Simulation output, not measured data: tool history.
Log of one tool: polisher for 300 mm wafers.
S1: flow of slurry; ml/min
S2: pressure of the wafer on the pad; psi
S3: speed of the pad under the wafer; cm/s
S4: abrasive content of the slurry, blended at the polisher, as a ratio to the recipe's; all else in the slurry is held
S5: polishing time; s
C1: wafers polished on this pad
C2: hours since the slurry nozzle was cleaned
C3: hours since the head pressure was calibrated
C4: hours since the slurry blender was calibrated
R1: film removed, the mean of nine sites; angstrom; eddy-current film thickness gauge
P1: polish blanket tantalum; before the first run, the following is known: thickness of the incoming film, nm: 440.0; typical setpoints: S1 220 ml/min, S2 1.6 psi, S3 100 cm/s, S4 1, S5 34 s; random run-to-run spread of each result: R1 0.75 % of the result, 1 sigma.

| run | day | S1 | S2 | S3 | S4 | S5 | C1 | C2 | C3 | C4 | R1 |
|---|---|---|---|---|---|---|---|---|---|---|---|
| 1 | 0.333 | 220 | 1.6 | 100 | 1 | 34 | 752 | 178.2 | 968.4 | 244.7 | 419.75 |
| 2 | 0.788 | 220 | 1.6 | 100 | 1 | 34 | 836 | 189.1 | 979.3 | 255.6 | 417.16 |
| 3 | 1.158 | 220 | 0.9 | 134 | 1 | 34 | 905 | 198 | 988.2 | 264.5 | 316.26 |
| 4 | 1.562 | 220 | 1.6 | 100 | 1 | 49 | 979 | 207.7 | 997.9 | 274.2 | 598.98 |
| 5 | 1.896 | 220 | 1.6 | 100 | 1.45 | 34 | 1041 | 215.7 | 1005.9 | 282.2 | 458.55 |
| 6 | 2.392 | 220 | 1.6 | 100 | 1 | 15 | 1133 | 227.6 | 1017.8 | 294.1 | 185.77 |
| 7 | 2.879 | 220 | 1.6 | 100 | 1 | 34 | 1223 | 239.3 | 1029.5 | 305.8 | 423.91 |
| 8 | 3.292 | 220 | 1.6 | 100 | 1 | 34 | 1300 | 249.2 | 1039.4 | 315.7 | 421.44 |
| 9 | 3.65 | 220 | 1.6 | 142 | 1 | 47 | 1366 | 257.8 | 1048 | 324.3 | 827.23 |
|  | 3.929 | slurry blender recalibrated |
| 10 | 3.946 | 220 | 1.6 | 66 | 1 | 34 | 1421 | 264.9 | 1055.1 | 0.5 | 275.34 |
| 11 | 4.496 | 220 | 1.6 | 100 | 1 | 34 | 1522 | 278.1 | 1068.3 | 13.7 | 421.13 |
| 12 | 4.958 | 220 | 2.4 | 100 | 1 | 34 | 1608 | 289.2 | 1079.4 | 24.8 | 623.55 |
| 13 | 5.425 | 220 | 0.8 | 100 | 1 | 34 | 1694 | 300.4 | 1090.6 | 36 | 208.92 |
| 14 | 5.875 | 220 | 1.6 | 100 | 0.55 | 34 | 1778 | 311.2 | 1101.4 | 46.8 | 341.64 |

Expected results for the next run?
| 15 | 6.362 | 220 | 1.6 | 100 | 1 | 34 | 1868 | 322.9 | 1113.1 | 58.5 | ? |

{"run 15": {"R1": 415.7}}
